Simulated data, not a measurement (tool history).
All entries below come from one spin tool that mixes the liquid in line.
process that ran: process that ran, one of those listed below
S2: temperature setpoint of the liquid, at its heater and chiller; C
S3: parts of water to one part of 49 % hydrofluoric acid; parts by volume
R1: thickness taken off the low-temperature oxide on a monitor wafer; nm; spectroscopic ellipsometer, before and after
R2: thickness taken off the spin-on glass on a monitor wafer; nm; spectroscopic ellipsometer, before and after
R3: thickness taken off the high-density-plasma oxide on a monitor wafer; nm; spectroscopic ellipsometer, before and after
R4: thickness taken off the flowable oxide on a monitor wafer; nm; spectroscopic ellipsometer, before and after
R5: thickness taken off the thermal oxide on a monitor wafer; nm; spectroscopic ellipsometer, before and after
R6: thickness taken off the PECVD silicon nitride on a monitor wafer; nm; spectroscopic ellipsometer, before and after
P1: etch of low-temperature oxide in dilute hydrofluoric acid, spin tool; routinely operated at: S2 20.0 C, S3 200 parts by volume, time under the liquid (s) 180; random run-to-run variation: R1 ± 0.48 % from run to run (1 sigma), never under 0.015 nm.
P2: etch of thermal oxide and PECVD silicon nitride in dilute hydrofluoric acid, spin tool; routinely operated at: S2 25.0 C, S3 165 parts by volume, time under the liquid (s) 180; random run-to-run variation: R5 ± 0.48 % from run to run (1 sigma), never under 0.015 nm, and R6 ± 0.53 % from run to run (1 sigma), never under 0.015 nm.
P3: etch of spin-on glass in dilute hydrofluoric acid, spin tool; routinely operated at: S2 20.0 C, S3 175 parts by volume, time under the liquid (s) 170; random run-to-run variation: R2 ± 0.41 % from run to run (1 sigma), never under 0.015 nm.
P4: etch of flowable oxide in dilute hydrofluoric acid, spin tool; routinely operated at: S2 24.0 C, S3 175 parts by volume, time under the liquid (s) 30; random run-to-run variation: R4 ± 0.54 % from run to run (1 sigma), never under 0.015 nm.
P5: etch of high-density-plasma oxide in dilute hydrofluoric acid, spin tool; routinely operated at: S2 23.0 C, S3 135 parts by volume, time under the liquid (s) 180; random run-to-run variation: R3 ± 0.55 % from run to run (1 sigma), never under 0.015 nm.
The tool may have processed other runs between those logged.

{"run": 1, "hour": 10.1, "process that ran": "P1", "S2": 20.0, "S3": 200, "time under the liquid (s)": 180, "R1": 17.925}
{"run": 2, "hour": 22.1, "process that ran": "P3", "S2": 20.0, "S3": 175, "time under the liquid (s)": 170, "R2": 30.923}
{"run": 3, "hour": 30.1, "process that ran": "P1", "S2": 20.0, "S3": 200, "time under the liquid (s)": 305, "R1": 30.68}
{"run": 4, "hour": 42.9, "process that ran": "P1", "S2": 20.0, "S3": 200, "time under the liquid (s)": 180, "R1": 18.18}
{"run": 5, "hour": 56.3, "process that ran": "P1", "S2": 20.0, "S3": 200, "time under the liquid (s)": 180, "R1": 18.059}
{"run": 6, "hour": 66.9, "process that ran": "P3", "S2": 20.0, "S3": 265, "time under the liquid (s)": 170, "R2": 18.587}
{"run": 7, "hour": 78.6, "process that ran": "P1", "S2": 20.0, "S3": 200, "time under the liquid (s)": 180, "R1": 18.077}
{"run": 8, "hour": 95.6, "process that ran": "P1", "S2": 20.0, "S3": 70, "time under the liquid (s)": 35, "R1": 11.574}
{"run": 9, "hour": 110.6, "process that ran": "P5", "S2": 23.0, "S3": 135, "time under the liquid (s)": 180, "R3": 8.1593}
{"run": 10, "hour": 127.9, "process that ran": "P1", "S2": 17.0, "S3": 200, "time under the liquid (s)": 180, "R1": 15.923}
{"run": 11, "hour": 145.8, "process that ran": "P4", "S2": 28.5, "S3": 175, "time under the liquid (s)": 30, "R4": 5.7419}
{"run": 12, "hour": 162.8, "process that ran": "P2", "S2": 25.0, "S3": 165, "time under the liquid (s)": 180, "R5": 4.958, "R6": 4.0287}
{"run": 13, "hour": 175.0, "process that ran": "P1", "S2": 20.0, "S3": 200, "time under the liquid (s)": 70, "R1": 6.9851}
{"run": 14, "hour": 184.8, "process that ran": "P1", "S2": 20.0, "S3": 275, "time under the liquid (s)": 180, "R1": 12.208}
{"run": 15, "hour": 200.1, "process that ran": "P5", "S2": 23.0, "S3": 135, "time under the liquid (s)": 315, "R3": 14.354}
{"run": 16, "hour": 209.6, "process that ran": "P1", "S2": 20.0, "S3": 200, "time under the liquid (s)": 180, "R1": 18.088}
{"run": 17, "hour": 222.5, "process that ran": "P3", "S2": 20.0, "S3": 175, "time under the liquid (s)": 95, "R2": 17.224}
{"run": 18, "hour": 238.9, "process that ran": "P1", "S2": 17.0, "S3": 85, "time under the liquid (s)": 180, "R1": 42.234}
{"run": 19, "hour": 254.1, "process that ran": "P2", "S2": 25.0, "S3": 295, "time under the liquid (s)": 180, "R5": 2.4433, "R6": 2.2648}
{"run": 20, "hour": 264.5, "process that ran": "P4", "S2": 24.0, "S3": 175, "time under the liquid (s)": 30, "R4": 4.8169}
{"run": 21, "hour": 280.5, "process that ran": "P1", "S2": 20.0, "S3": 200, "time under the liquid (s)": 180, "R1": 18.121}
{"run": 22, "hour": 298.2, "process that ran": "P1", "S2": 20.0, "S3": 200, "time under the liquid (s)": 180, "R1": 18.053}
{"run": 23, "hour": 306.6, "process that ran": "P1", "S2": 26.0, "S3": 200, "time under the liquid (s)": 180, "R1": 22.424}
{"run": 24, "hour": 324.9, "process that ran": "P5", "S2": 23.0, "S3": 225, "time under the liquid (s)": 180, "R3": 4.4835}
{"run": 25, "hour": 333.0, "process that ran": "P3", "S2": 28.0, "S3": 175, "time under the liquid (s)": 170, "R2": 41.381}
{"run": 26, "hour": 344.5, "process that ran": "P5", "S2": 23.0, "S3": 135, "time under the liquid (s)": 180, "R3": 8.1626}
{"run": 27, "hour": 356.9, "process that ran": "P1", "S2": 17.0, "S3": 200, "time under the liquid (s)": 105, "R1": 9.3092}
{"run": 28, "hour": 369.7, "process that ran": "P4", "S2": 24.0, "S3": 175, "time under the liquid (s)": 30, "R4": 4.8457}
{"run": 29, "hour": 380.8, "process that ran": "P4", "S2": 24.0, "S3": 175, "time under the liquid (s)": 50, "R4": 8.1175}
{"run": 30, "hour": 396.1, "process that ran": "P4", "S2": 24.0, "S3": 305, "time under the liquid (s)": 30, "R4": 2.4403}
{"run": 31, "hour": 410.6, "process that ran": "P3", "S2": 20.0, "S3": 175, "time under the liquid (s)": 170, "R2": 30.753}
{"run": 32, "hour": 427.9, "process that ran": "P2", "S2": 18.5, "S3": 165, "time under the liquid (s)": 180, "R5": 3.876, "R6": 2.6767}
{"run": 33, "hour": 437.8, "process that ran": "P2", "S2": 25.0, "S3": 165, "time under the liquid (s)": 180, "R5": 5.0508, "R6": 4.0419}
{"run": 34, "hour": 446.5, "process that ran": "P5", "S2": 27.0, "S3": 135, "time under the liquid (s)": 180, "R3": 9.5747}
{"run": 35, "hour": 457.0, "process that ran": "P2", "S2": 25.0, "S3": 165, "time under the liquid (s)": 25, "R5": 0.6867, "R6": 0.57683}
{"run": 36, "hour": 474.7, "process that ran": "P1", "S2": 20.0, "S3": 60, "time under the liquid (s)": 180, "R1": 69.499}
{"run": 37, "hour": 483.8, "process that ran": "P1", "S2": 20.0, "S3": 200, "time under the liquid (s)": 180, "R1": 18.125}
{"run": 38, "hour": 499.0, "process that ran": "P1", "S2": 20.0, "S3": 200, "time under the liquid (s)": 180, "R1": 18.446}
{"run": 39, "hour": 516.8, "process that ran": "P1", "S2": 20.0, "S3": 200, "time under the liquid (s)": 180, "R1": 18.918}
{"run": 40, "hour": 526.4, "process that ran": "P1", "S2": 20.0, "S3": 200, "time under the liquid (s)": 180, "R1": 18.918}
{"run": 41, "hour": 544.5, "process that ran": "P1", "S2": 20.0, "S3": 200, "time under the liquid (s)": 180, "R1": 19.275}
{"run": 42, "hour": 561.2, "process that ran": "P1", "S2": 20.0, "S3": 200, "time under the liquid (s)": 180, "R1": 19.331}
{"run": 43, "hour": 579.4, "process that ran": "P1", "S2": 20.0, "S3": 200, "time under the liquid (s)": 180, "R1": 19.297}
{"run": 44, "hour": 589.9, "process that ran": "P1", "S2": 20.0, "S3": 200, "time under the liquid (s)": 180, "R1": 19.195}
{"run": 45, "hour": 601.7, "process that ran": "P1", "S2": 20.0, "S3": 200, "time under the liquid (s)": 180, "R1": 19.12}

Compared with where it was, what P1 gives has crept away. Each cause listed below fits the log as well as the rest, at the size given for it:
A: liquid hotter than its thermometer reads (K) = 1.74
B: hydrofluoric acid flow above the setpoint (%) = 5.71
Onset of the creep was near hour 483.8.

Each of the check runs listed below is run on 2 wafers and reports their average, with the results left as question marks. Pick the one under which the possible causes would lead to clearly different results.
{"run": "check 1", "hour": 613.5, "process that ran": "P5", "S2": 23.0, "S3": 200, "time under the liquid (s)": 180, "R3": "?"}
{"run": "check 2", "hour": 613.5, "process that ran": "P2", "S2": 19.0, "S3": 275, "time under the liquid (s)": 180, "R5": "?", "R6": "?"}
{"run": "check 3", "hour": 613.5, "process that ran": "P3", "S2": 27.5, "S3": 175, "time under the liquid (s)": 170, "R2": "?"}
{"run": "check 4", "hour": 613.5, "process that ran": "P4", "S2": 27.0, "S3": 175, "time under the liquid (s)": 50, "R4": "?"}

How each check would come out, cause by cause:
check=check_1 result=R3 if_A=5.5021 if_B=5.5161
check=check_2 result=R5 if_A=2.2899 if_B=2.2999
check=check_2 result=R6 if_A=1.86350 if_B=1.75830
check=check_3 result=R2 if_A=43.249 if_B=43.444
check=check_4 result=R4 if_A=9.6293 if_B=9.6683
How far apart the two closest causes lie, in the result that separates them most: check 1 0.25 %; check 2 5.81 %; check 3 0.45 %; check 4 0.4 %
Check 2 tells the causes apart: in the others they would give nearly the same result.

Check 2 has now been run. It gave: R5 2.3136 nm; R6 1.75940 nm. Which of the candidate causes is it?

It was cause B: hydrofluoric acid flow above the setpoint (%).
